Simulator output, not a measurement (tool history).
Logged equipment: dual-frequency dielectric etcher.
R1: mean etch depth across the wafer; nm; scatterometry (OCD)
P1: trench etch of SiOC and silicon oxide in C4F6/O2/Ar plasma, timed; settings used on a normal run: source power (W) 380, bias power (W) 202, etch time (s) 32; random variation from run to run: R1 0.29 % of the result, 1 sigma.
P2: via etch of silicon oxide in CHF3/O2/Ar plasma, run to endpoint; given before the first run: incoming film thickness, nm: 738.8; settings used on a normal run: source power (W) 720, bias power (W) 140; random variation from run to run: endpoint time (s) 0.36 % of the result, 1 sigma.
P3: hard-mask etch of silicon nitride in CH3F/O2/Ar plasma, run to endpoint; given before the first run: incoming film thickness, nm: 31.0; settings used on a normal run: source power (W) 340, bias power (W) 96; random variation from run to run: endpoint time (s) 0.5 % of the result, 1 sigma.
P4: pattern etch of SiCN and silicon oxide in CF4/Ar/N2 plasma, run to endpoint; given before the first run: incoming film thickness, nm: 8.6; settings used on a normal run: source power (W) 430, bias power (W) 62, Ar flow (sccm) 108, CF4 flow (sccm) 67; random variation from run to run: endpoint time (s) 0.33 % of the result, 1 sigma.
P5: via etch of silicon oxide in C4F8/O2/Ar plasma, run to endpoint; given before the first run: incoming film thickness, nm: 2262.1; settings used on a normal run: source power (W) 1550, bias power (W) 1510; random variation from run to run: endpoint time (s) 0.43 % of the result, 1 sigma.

{"run": 1, "day": 0.392, "process that ran": "P1", "source power (W)": 380, "bias power (W)": 202, "etch time (s)": 32, "R1": 65.014}
{"run": 2, "day": 0.704, "process that ran": "P1", "source power (W)": 380, "bias power (W)": 129, "etch time (s)": 32, "R1": 56.45}
{"run": 3, "day": 1.196, "process that ran": "P1", "source power (W)": 380, "bias power (W)": 202, "etch time (s)": 32, "R1": 64.625}
{"run": 4, "day": 1.579, "process that ran": "P1", "source power (W)": 380, "bias power (W)": 202, "etch time (s)": 32, "R1": 64.774}
{"run": 5, "day": 1.817, "process that ran": "P2", "source power (W)": 720, "bias power (W)": 100, "endpoint time (s)": 421.34}
{"run": 6, "day": 2.279, "process that ran": "P1", "source power (W)": 260, "bias power (W)": 202, "etch time (s)": 32, "R1": 56.159}
{"run": 7, "day": 2.683, "process that ran": "P5", "source power (W)": 1550, "bias power (W)": 1510, "endpoint time (s)": 532.75}
{"run": 8, "day": 2.925, "process that ran": "P1", "source power (W)": 380, "bias power (W)": 202, "etch time (s)": 32, "R1": 64.583}
{"run": 9, "day": 3.358, "process that ran": "P5", "source power (W)": 2180, "bias power (W)": 1510, "endpoint time (s)": 466.06}
{"run": 10, "day": 3.604, "process that ran": "P4", "source power (W)": 430, "bias power (W)": 62, "Ar flow (sccm)": 108, "CF4 flow (sccm)": 67, "endpoint time (s)": 11.124}
{"run": 11, "day": 3.95, "process that ran": "P1", "source power (W)": 380, "bias power (W)": 202, "etch time (s)": 32, "R1": 64.99}
{"run": 12, "day": 4.288, "process that ran": "P5", "source power (W)": 1550, "bias power (W)": 1851, "endpoint time (s)": 505.38}
{"run": 13, "day": 4.683, "process that ran": "P1", "source power (W)": 230, "bias power (W)": 202, "etch time (s)": 39, "R1": 65.184}
{"run": 14, "day": 5.179, "process that ran": "P4", "source power (W)": 430, "bias power (W)": 86, "Ar flow (sccm)": 108, "CF4 flow (sccm)": 67, "endpoint time (s)": 9.8857}
{"run": 15, "day": 5.675, "process that ran": "P4", "source power (W)": 430, "bias power (W)": 62, "Ar flow (sccm)": 72, "CF4 flow (sccm)": 67, "endpoint time (s)": 10.44}
{"run": 16, "day": 5.979, "process that ran": "P3", "source power (W)": 340, "bias power (W)": 119, "endpoint time (s)": 39.841}
{"run": 17, "day": 6.483, "process that ran": "P4", "source power (W)": 430, "bias power (W)": 62, "Ar flow (sccm)": 108, "CF4 flow (sccm)": 67, "endpoint time (s)": 11.085}
{"run": 18, "day": 6.729, "process that ran": "P1", "source power (W)": 380, "bias power (W)": 202, "etch time (s)": 19, "R1": 38.3}
{"run": 19, "day": 7.038, "process that ran": "P3", "source power (W)": 430, "bias power (W)": 96, "endpoint time (s)": 39.774}
{"run": 20, "day": 7.517, "process that ran": "P1", "source power (W)": 380, "bias power (W)": 202, "etch time (s)": 45, "R1": 91.26}
{"run": 21, "day": 7.996, "process that ran": "P3", "source power (W)": 340, "bias power (W)": 96, "endpoint time (s)": 43.446}
{"run": 22, "day": 8.292, "process that ran": "P4", "source power (W)": 310, "bias power (W)": 62, "Ar flow (sccm)": 108, "CF4 flow (sccm)": 67, "endpoint time (s)": 14.897}
{"run": 23, "day": 8.579, "process that ran": "P1", "source power (W)": 470, "bias power (W)": 202, "etch time (s)": 32, "R1": 70.42}
{"run": 24, "day": 9.071, "process that ran": "P2", "source power (W)": 960, "bias power (W)": 140, "endpoint time (s)": 341.79}
{"run": 25, "day": 9.383, "process that ran": "P1", "source power (W)": 380, "bias power (W)": 259, "etch time (s)": 32, "R1": 70.095}
{"run": 26, "day": 9.692, "process that ran": "P1", "source power (W)": 460, "bias power (W)": 202, "etch time (s)": 25.5, "R1": 55.561}
{"run": 27, "day": 10.038, "process that ran": "P2", "source power (W)": 720, "bias power (W)": 140, "endpoint time (s)": 381.38}
{"run": 28, "day": 10.517, "process that ran": "P4", "source power (W)": 430, "bias power (W)": 62, "Ar flow (sccm)": 108, "CF4 flow (sccm)": 90, "endpoint time (s)": 10.572}
{"run": 29, "day": 10.767, "process that ran": "P3", "source power (W)": 340, "bias power (W)": 96, "endpoint time (s)": 43.599}
{"run": 30, "day": 10.996, "process that ran": "P1", "source power (W)": 380, "bias power (W)": 202, "etch time (s)": 32, "R1": 65.285}
{"run": 31, "day": 11.258, "process that ran": "P1", "source power (W)": 380, "bias power (W)": 202, "etch time (s)": 32, "R1": 64.698}
{"run": 32, "day": 11.496, "process that ran": "P1", "source power (W)": 380, "bias power (W)": 202, "etch time (s)": 32, "R1": 64.141}
{"run": 33, "day": 11.825, "process that ran": "P1", "source power (W)": 380, "bias power (W)": 202, "etch time (s)": 32, "R1": 64.222}
{"run": 34, "day": 12.15, "process that ran": "P1", "source power (W)": 380, "bias power (W)": 202, "etch time (s)": 32, "R1": 64.08}
{"day": 12.188, "done": "wet clean of the chamber"}
{"run": 35, "day": 12.454, "process that ran": "P1", "source power (W)": 380, "bias power (W)": 202, "etch time (s)": 32, "R1": 63.764}
{"run": 36, "day": 12.738, "process that ran": "P1", "source power (W)": 380, "bias power (W)": 202, "etch time (s)": 32, "R1": 63.741}

P1 no longer gives what it gave before; its output has crept away from where it was. The following 2 causes, each at its listed size, fit the log equally well:
A: source power that arrives under what is set, % = 3.75
B: bias power that arrives under what is set, % = 4.45
The onset of the drift is placed at about day 10.996.
All other causes, with the reason each is excluded:
chamber walls in a state that lowers the etch rate, %: serviced at day 12.188, after the drift had started, without restoring the earlier output

Which of the check runs below tells the causes apart, meaning the causes would give it clearly different results? Each run uses 2 wafers whose results are averaged, and each result is shown as a question mark.
{"run": "check 1", "day": 13.021, "process that ran": "P3", "source power (W)": 400, "bias power (W)": 96, "endpoint time (s)": "?"}
{"run": "check 2", "day": 13.021, "process that ran": "P2", "source power (W)": 950, "bias power (W)": 105, "endpoint time (s)": "?"}
{"run": "check 3", "day": 13.021, "process that ran": "P5", "source power (W)": 2050, "bias power (W)": 1510, "endpoint time (s)": "?"}
{"run": "check 4", "day": 13.021, "process that ran": "P4", "source power (W)": 430, "bias power (W)": 62, "Ar flow (sccm)": 85, "CF4 flow (sccm)": 88, "endpoint time (s)": "?"}

How each check would come out, cause by cause:
check=check_1 result=endpoint_time_(s) if_A=41.32 if_B=41.413
check=check_2 result=endpoint_time_(s) if_A=379.67 if_B=378.76
check=check_3 result=endpoint_time_(s) if_A=484.99 if_B=483.33
check=check_4 result=endpoint_time_(s) if_A=10.633 if_B=10.422
Per-check spread between the two closest causes, in the result where they differ most: check 1 0.23 %; check 2 0.24 %; check 3 0.34 %; check 4 2.01 %
The causes can be told apart only by check 4. The other checks would give nearly the same results under each of them.

Check 4 has now been run. It gave: endpoint time (s) 10.437. Which of the candidate causes is it?

The correct cause is B, namely: bias power that arrives under what is set, %.
